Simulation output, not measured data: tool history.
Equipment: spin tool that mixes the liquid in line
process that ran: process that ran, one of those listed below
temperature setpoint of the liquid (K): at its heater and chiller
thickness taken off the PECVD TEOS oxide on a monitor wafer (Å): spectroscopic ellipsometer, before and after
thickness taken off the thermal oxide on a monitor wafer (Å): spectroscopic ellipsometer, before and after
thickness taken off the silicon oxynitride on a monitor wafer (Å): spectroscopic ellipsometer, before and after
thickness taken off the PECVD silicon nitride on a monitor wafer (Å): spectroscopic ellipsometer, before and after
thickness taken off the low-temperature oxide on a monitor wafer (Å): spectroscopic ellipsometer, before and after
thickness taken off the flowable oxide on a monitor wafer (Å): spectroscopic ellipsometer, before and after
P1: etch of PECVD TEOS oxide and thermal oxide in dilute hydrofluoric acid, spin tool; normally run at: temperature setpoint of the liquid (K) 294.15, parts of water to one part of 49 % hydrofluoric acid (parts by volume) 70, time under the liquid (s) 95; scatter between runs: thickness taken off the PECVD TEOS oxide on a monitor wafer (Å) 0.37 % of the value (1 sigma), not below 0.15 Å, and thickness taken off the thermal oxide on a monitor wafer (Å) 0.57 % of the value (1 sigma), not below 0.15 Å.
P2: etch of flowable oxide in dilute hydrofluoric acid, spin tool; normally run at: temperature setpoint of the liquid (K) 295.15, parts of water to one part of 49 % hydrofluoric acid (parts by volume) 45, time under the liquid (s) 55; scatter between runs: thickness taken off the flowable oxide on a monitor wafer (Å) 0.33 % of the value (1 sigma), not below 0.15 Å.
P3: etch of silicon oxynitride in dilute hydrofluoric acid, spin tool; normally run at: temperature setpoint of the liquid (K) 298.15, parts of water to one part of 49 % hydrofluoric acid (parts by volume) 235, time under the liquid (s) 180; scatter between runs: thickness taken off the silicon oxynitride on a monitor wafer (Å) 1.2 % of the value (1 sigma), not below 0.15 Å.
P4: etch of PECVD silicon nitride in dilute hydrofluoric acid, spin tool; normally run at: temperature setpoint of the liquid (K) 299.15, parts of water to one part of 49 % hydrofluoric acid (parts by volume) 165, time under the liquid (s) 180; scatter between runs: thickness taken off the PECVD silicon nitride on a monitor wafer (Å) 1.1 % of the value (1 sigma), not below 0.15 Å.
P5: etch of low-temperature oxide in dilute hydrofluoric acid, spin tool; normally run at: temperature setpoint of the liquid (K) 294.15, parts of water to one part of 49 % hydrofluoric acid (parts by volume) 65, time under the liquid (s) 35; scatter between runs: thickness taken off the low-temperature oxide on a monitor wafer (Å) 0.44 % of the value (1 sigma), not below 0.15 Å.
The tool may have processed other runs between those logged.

run	hour	process that ran	temperature setpoint of the liquid (K)	parts of water to one part of 49 % hydrofluoric acid (parts by volume)	time under the liquid (s)	hours since the thermometer was replaced	hours since the hydrofluoric acid flow meter was replaced	thickness taken off the PECVD TEOS oxide on a monitor wafer (Å)	thickness taken off the thermal oxide on a monitor wafer (Å)	thickness taken off the silicon oxynitride on a monitor wafer (Å)	thickness taken off the PECVD silicon nitride on a monitor wafer (Å)	thickness taken off the low-temperature oxide on a monitor wafer (Å)	thickness taken off the flowable oxide on a monitor wafer (Å)
1	3.5	P1	294.15	70	95	414.2	359.7	178.9	60.085				
2	8.5	P1	294.15	70	95	419.2	364.7	178.35	60.214				
3	13.8	P1	294.15	70	95	424.5	370	180.53	59.541				
4	16.9	P1	301.65	70	95	427.6	373.1	241.31	80.794				
5	22.2	P3	298.15	335	180	432.9	378.4			15.376			
6	26.2	P4	299.15	165	180	436.9	382.4				21.264		
7	31	P3	298.15	235	180	441.7	387.2			23.822			
# hour 33.3: thermometer replaced
8	34.3	P1	294.15	100	95	1	390.5	122.19	40.204				
9	38.8	P4	299.15	165	280	5.5	395				32.986		
10	42.6	P1	290.15	70	95	9.3	398.8	151.73	50.107				
11	45.9	P5	294.15	65	50	12.6	402.1					82.647	
12	51.4	P1	294.15	70	175	18.1	407.6	331.09	109.25				
13	54.7	P1	297.65	70	25	21.4	410.9	54.079	17.934				
14	58	P2	295.15	45	105	24.7	414.2						1003.5
15	60.8	P4	299.15	55	180	27.5	417				63.861		
16	65.2	P4	293.15	165	180	31.9	421.4				14.69		
17	69.9	P1	294.15	70	95	36.6	426.1	179.76	59.446				
18	72.7	P2	295.15	75	55	39.4	428.9						305.04
19	76.2	P3	298.15	235	180	42.9	432.4			23.585			
20	80.5	P5	294.15	65	35	47.2	436.7					57.346	
21	86.2	P4	299.15	165	180	52.9	442.4				21.633		
22	89.3	P3	298.15	235	15	56	445.5			1.5838			
23	94.4	P3	292.15	235	180	61.1	450.6			17.476			
24	97.4	P5	294.15	65	35	64.1	453.6					57.753	
25	100.9	P1	294.15	70	95	67.6	457.1	180.45	59.132				
26	105.4	P1	294.15	70	95	72.1	461.6	178.56	59.851				
27	108.1	P1	294.15	70	95	74.8	464.3	178.47	59.795				
28	110.7	P2	290.15	45	55	77.4	466.9						423.94
29	114.3	P1	294.15	20	95	81	470.5	667.45	224.3				
30	118.7	P1	294.15	70	40	85.4	474.9	76.004	25.338				
31	123.9	P5	290.15	65	35	90.6	480.1					48.802	
32	127.5	P5	294.15	95	35	94.2	483.7					38.468	
33	130.4	P2	295.15	45	55	97.1	486.6						524.64
34	132.9	P1	294.15	70	95	99.6	489.1	178.64	60.045				
35	137.3	P1	294.15	70	95	104	493.5	184.85	62.054				
36	140.9	P1	294.15	70	95	107.6	497.1	187.75	62.651				
37	143.5	P1	294.15	70	95	110.2	499.7	188.96	62.101				
38	148.3	P1	294.15	70	95	115	504.5	189.6	63.346				
39	153.3	P1	294.15	70	95	120	509.5	191.03	63.729				
40	155.9	P1	294.15	70	95	122.6	512.1	191.87	64.76				
41	159.9	P1	294.15	70	95	126.6	516.1	192.82	64.504				
42	165.3	P1	294.15	70	95	132	521.5	193.5	64.31				
43	170.5	P1	294.15	70	95	137.2	526.7	194.46	63.691				

What P1 gives has crept off from where it sat before. The 2 causes that follow fit the log equally well, each at the size noted:
A: liquid hotter than its thermometer reads (K) = 1.78
B: hydrofluoric acid flow above the setpoint (%) = 7.03
The process output started creeping at around hour 132.9.

Consider the 4 check runs below, whose results appear as question marks and each of which averages 3 wafers. Which one distinguishes the causes, in that each cause would give it a clearly different result?
check 1	175.7	P5	290.15	65	50							?	
check 2	175.7	P4	295.15	70	180						?		
check 3	175.7	P3	292.15	235	15					?			
check 4	175.7	P2	295.15	70	100								?

What every check run would give for each of its results, assuming each possible cause in turn:
check	result	if A	if B
check 1	thickness taken off the low-temperature oxide on a monitor wafer (Å)	74.941	74.68
check 2	thickness taken off the PECVD silicon nitride on a monitor wafer (Å)	43.294	41.044
check 3	thickness taken off the silicon oxynitride on a monitor wafer (Å)	1.6232	1.6168
check 4	thickness taken off the flowable oxide on a monitor wafer (Å)	640.72	641.26
How far apart the two closest causes lie, in the result that separates them most: check 1 0.35 %; check 2 5.34 %; check 3 0.39 %; check 4 0.08 %
Only in check 2 would the causes give clearly different results; in the remaining checks their results would be nearly the same.

The results of check 2 are: thickness taken off the PECVD silicon nitride on a monitor wafer (Å) 40.913. Based on these, which of the listed causes is it?

B is the cause: hydrofluoric acid flow above the setpoint (%).

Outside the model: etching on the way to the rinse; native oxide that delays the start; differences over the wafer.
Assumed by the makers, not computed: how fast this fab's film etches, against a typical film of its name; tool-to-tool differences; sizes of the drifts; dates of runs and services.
